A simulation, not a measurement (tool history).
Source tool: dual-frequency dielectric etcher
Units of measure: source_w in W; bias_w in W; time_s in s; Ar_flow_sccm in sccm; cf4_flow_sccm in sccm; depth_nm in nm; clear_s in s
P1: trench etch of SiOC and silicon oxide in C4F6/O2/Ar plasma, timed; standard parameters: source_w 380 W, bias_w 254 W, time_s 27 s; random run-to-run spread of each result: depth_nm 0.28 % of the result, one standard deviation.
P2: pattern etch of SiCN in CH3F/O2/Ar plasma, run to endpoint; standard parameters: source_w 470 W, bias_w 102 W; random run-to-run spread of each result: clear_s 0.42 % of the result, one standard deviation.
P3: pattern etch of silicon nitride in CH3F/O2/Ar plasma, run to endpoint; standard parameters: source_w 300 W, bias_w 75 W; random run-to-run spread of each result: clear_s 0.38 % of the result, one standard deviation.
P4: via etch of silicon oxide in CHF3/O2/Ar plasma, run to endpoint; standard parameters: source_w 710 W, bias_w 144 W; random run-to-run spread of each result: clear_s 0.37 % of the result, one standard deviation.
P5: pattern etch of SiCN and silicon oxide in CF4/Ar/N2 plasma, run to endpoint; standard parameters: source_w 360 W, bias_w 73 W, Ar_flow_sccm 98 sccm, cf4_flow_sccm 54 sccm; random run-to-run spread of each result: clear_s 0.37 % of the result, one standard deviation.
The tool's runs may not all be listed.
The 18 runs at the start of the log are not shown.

run,hour,process,source_w,bias_w,time_s,Ar_flow_sccm,cf4_flow_sccm,hours since the last wet clean,hours since the last source power generator calibration,hours since the last bias power generator calibration,depth_nm,clear_s
19,226.7,P1,380,254,27,,,311.2,885.2,28.2,59.445,
20,240.4,P2,470,137,,,,324.9,898.9,41.9,,14.102
21,247.8,P1,380,312,27,,,332.3,906.3,49.3,63.986,
22,258.8,P3,300,106,,,,343.3,917.3,60.3,,50.253
23,274.9,P1,260,254,27,,,359.4,933.4,76.4,51.499,
24,289.3,P5,280,73,,98,54,373.8,947.8,90.8,,29.992
25,297.1,P1,380,254,27,,,381.6,955.6,98.6,59.407,
26,311.1,P4,850,144,,,,395.6,969.6,112.6,,239.750
27,320.1,P1,380,254,27,,,404.6,978.6,121.6,59.558,
28,330.5,P1,380,254,15,,,415.0,989.0,132.0,33.079,
29,337.9,P2,470,102,,,,422.4,996.4,139.4,,15.750
30,348.2,P1,380,254,27,,,432.7,1006.7,149.7,59.339,
31,359.7,P1,380,254,27,,,444.2,1018.2,161.2,59.451,
32,373.7,P1,380,254,27,,,458.2,1032.2,175.2,59.157,
33,385.4,P1,380,254,27,,,469.9,1043.9,186.9,59.086,
34,396.7,P1,380,254,27,,,481.2,1055.2,198.2,58.672,
# hour 407.0: wet clean of the chamber
35,410.6,P1,380,254,27,,,3.6,1069.1,212.1,58.676,

Run 36 comes next. What will it give?
36,419.1,P1,380,254,27,,,12.1,1077.6,220.6,?,

Logged for run 36: depth_nm 58.811 nm.
